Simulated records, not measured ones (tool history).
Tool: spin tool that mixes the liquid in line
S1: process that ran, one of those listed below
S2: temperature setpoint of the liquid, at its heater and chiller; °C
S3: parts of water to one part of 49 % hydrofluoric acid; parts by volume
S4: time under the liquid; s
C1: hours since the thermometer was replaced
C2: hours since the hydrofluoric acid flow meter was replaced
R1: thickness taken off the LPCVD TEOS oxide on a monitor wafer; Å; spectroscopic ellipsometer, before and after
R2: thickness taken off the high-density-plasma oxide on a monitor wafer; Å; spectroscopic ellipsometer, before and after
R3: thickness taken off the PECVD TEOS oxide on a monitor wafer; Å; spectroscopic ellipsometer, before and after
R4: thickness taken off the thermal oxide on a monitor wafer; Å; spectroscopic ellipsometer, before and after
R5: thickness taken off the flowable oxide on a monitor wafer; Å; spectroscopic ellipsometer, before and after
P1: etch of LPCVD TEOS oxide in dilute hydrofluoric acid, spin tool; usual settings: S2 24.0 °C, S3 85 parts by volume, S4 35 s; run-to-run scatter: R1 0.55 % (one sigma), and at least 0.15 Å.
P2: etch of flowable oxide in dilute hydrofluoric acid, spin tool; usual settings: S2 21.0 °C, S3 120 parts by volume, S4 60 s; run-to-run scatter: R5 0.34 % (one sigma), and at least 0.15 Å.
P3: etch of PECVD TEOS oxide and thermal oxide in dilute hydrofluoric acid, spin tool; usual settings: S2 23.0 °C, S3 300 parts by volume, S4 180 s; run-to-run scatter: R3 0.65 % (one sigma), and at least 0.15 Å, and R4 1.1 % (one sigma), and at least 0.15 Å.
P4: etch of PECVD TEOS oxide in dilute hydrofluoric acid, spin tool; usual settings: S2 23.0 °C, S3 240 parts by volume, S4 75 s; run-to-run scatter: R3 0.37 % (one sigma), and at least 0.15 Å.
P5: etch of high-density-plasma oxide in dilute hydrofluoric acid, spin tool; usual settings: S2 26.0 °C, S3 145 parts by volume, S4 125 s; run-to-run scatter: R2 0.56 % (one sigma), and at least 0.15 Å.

run     day  S1    S2   S3   S4      C1     C2       R1       R2       R3       R4       R5
  1   0.242  P1  24.0   85   35  1767.6  232.0   84.088
  2   0.717  P1  24.0   55   35  1779.0  243.4  135.320
  3   1.167  P5  26.0  145  125  1789.8  254.2            43.622
  4   1.546  P5  26.0  145  230  1798.9  263.3            78.685
  5   2.096  P5  17.5  145  125  1812.1  276.5            31.022
  6   2.625  P4  23.0  240   75  1824.8  289.2                     55.905
  7   2.925  P5  26.0   30  125  1832.0  296.4           242.930
  8   3.450  P3  23.0  550  180  1844.6  309.0                     17.290  10.5190
  9   3.821  P3  23.0  300  180  1853.5  317.9                     40.058  23.1010
 10   4.217  P1  29.5   85   35  1863.0  327.4  105.160
 11   4.717  P3  23.0  300   75  1875.0  339.4                     16.771   9.8005
 12   5.192  P1  18.0   85   35  1886.4  350.8   65.673
 13   5.617  P4  30.0  240   75  1896.6  361.0                     71.375
 14   6.154  P1  24.0   85   35  1909.5  373.9   83.832
 15   6.612  P2  21.0  120   15  1920.5  384.9                                       42.082
 16   7.058  P1  24.0   85   35  1931.2  395.6   84.127
 17   7.375  P1  24.0   85   50  1938.8  403.2  122.020
 18   7.829  P1  24.0   85   35  1949.7  414.1   83.880
 19   8.083  P2  21.0  120   60  1955.8  420.2                                      166.660
 20   8.433  P4  23.0   55   75  1964.2  428.6                    301.460
 21   8.712  P1  24.0   85   35  1970.9  435.3   84.178
 22   9.000  P1  24.0  130   35  1977.8  442.2   52.448
 23   9.496  P2  17.0  120   60  1989.7  454.1                                      141.960
 24   9.838  P1  24.0   85   35  1997.9  462.3   83.669
 25  10.196  P1  24.0   85   35  2006.5  470.9   84.550
 26  10.592  P3  30.0  300  180  2016.0  480.4                     51.499  29.5930
 27  11.000  P2  21.0   25   60  2025.8  490.2                                      906.280
 28  11.458  P3  23.0  300  180  2036.8  501.2                     40.530  23.0570
 29  11.938  P2  21.0  120   60  2048.3  512.7                                      166.350
 30  12.446  P4  23.0  240  135  2060.5  524.9                    100.320
 31  12.783  P1  24.0   85   15  2068.6  533.0   36.740
 32  13.275  P1  24.0   50   20  2080.4  544.8   85.773
 33  13.717  P1  24.0   85   35  2091.0  555.4   84.444
 34  14.008  P1  24.0   85   35  2098.0  562.4   86.041
 35  14.417  P1  24.0   85   35  2107.8  572.2   88.609
 36  14.796  P1  24.0   85   35  2116.9  581.3   89.262
 37  15.271  P1  24.0   85   35  2128.3  592.7   91.405
 38  15.771  P1  24.0   85   35  2140.3  604.7   91.402
 39  16.058  P1  24.0   85   35  2147.2  611.6   92.711
 40  16.375  P1  24.0   85   35  2154.8  619.2   92.084
 41  16.792  P1  24.0   85   35  2164.8  629.2   92.104
 42  17.225  P1  24.0   85   35  2175.2  639.6   92.594

What P1 gives has crept away from where it was. These 2 causes fit the log equally well, each at the size given:
A: hydrofluoric acid flow above the setpoint (%) = 8.59
B: liquid hotter than its thermometer reads (K) = 2.3
The creep began at about day 13.717.

4 check runs are offered, each on 3 wafers whose results are averaged, their results left as question marks. Which one tells the causes apart?
check 1  17.658  P4  23.0  125   75                   ?
check 2  17.658  P2  18.0  120   15                           ?
check 3  17.658  P5  18.0  145  125               ?
check 4  17.658  P3  27.5  300  180                   ?   ?

What each check would give under each cause:
  check  result     if A     if B
check 1      R3  133.870  133.260
check 2      R5   40.621   40.692
check 3      R2   34.611   34.564
check 4      R3   52.282   50.627
check 4      R4  30.1800  29.2240
How far apart the two closest causes lie, in the result that separates them most: check 1 0.46 %; check 2 0.17 %; check 3 0.14 %; check 4 3.22 %
Check 4 tells the causes apart: in the others they would give nearly the same result.

Then check 4 was run and gave: R3 50.627 Å; R4 29.2010 Å. Which cause is it?

It is B: liquid hotter than its thermometer reads (K).

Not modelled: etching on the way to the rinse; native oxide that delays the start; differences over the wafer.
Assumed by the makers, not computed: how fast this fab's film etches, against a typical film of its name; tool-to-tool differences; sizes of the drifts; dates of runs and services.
